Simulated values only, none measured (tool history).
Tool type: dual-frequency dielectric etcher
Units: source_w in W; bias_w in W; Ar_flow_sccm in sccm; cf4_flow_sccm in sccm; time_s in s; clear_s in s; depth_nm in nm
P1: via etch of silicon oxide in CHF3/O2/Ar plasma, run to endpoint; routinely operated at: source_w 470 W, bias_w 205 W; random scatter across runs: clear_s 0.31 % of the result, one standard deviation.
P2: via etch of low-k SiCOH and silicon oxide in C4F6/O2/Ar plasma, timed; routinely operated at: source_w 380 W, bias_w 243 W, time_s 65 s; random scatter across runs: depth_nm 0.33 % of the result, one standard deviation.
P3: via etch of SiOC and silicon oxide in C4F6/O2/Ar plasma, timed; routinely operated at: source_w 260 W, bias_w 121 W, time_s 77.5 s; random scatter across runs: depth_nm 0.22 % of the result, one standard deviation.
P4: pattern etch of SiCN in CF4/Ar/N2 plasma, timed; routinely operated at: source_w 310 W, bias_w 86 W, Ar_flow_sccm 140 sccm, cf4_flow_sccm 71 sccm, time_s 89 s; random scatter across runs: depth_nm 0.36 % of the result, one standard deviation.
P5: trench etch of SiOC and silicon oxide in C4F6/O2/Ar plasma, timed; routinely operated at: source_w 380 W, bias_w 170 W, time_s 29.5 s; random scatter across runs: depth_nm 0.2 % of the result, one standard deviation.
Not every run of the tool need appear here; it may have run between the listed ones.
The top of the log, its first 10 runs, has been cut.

run,hour,process,source_w,bias_w,Ar_flow_sccm,cf4_flow_sccm,time_s,hours since the last wet clean,hours since the last source power generator calibration,hours since the last bias power generator calibration,clear_s,depth_nm
11,90.5,P3,260,121,,,77.5,327.1,646.4,1214.3,,66.547
12,100.4,P2,380,243,,,36,337,656.3,1224.2,,102.93
13,105.5,P1,470,245,,,,342.1,661.4,1229.3,302.67,
14,110.8,P1,470,205,,,,347.4,666.7,1234.6,321.96,
15,117.5,P2,380,243,,,65,354.1,673.4,1241.3,,186.69
16,124.4,P1,470,205,,,,361,680.3,1248.2,320.15,
17,130.7,P3,260,121,,,77.5,367.3,686.6,1254.5,,66.492
18,138.2,P4,310,86,82,71,89,374.8,694.1,1262,,61.267
19,144.7,P5,380,170,,,19,381.3,700.6,1268.5,,35.667
20,154.1,P1,310,205,,,,390.7,710,1277.9,377.73,
21,164.9,P1,640,284,,,,401.5,720.8,1288.7,255.52,
# hour 169.7: bias power generator calibrated
22,173.6,P3,260,121,,,59,410.2,729.5,3.9,,50.789
23,179.4,P5,380,170,,,29.5,416,735.3,9.7,,55.327
24,188,P3,170,121,,,77.5,424.6,743.9,18.3,,56.269
25,196.1,P1,470,205,,,,432.7,752,26.4,320.18,
26,204.3,P4,310,86,140,90,89,440.9,760.2,34.6,,58.314
27,214,P2,380,289,,,65,450.6,769.9,44.3,,198.37
28,222.8,P4,310,86,140,71,89,459.4,778.7,53.1,,56.385
29,228,P1,470,205,,,,464.6,783.9,58.3,321.93,
30,234.7,P1,330,156,,,,471.3,790.6,65,401.95,

Expected results for the next run?
31,243.6,P5,230,170,,,29.5,480.2,799.5,73.9,,?

depth_nm: 45.263 nm
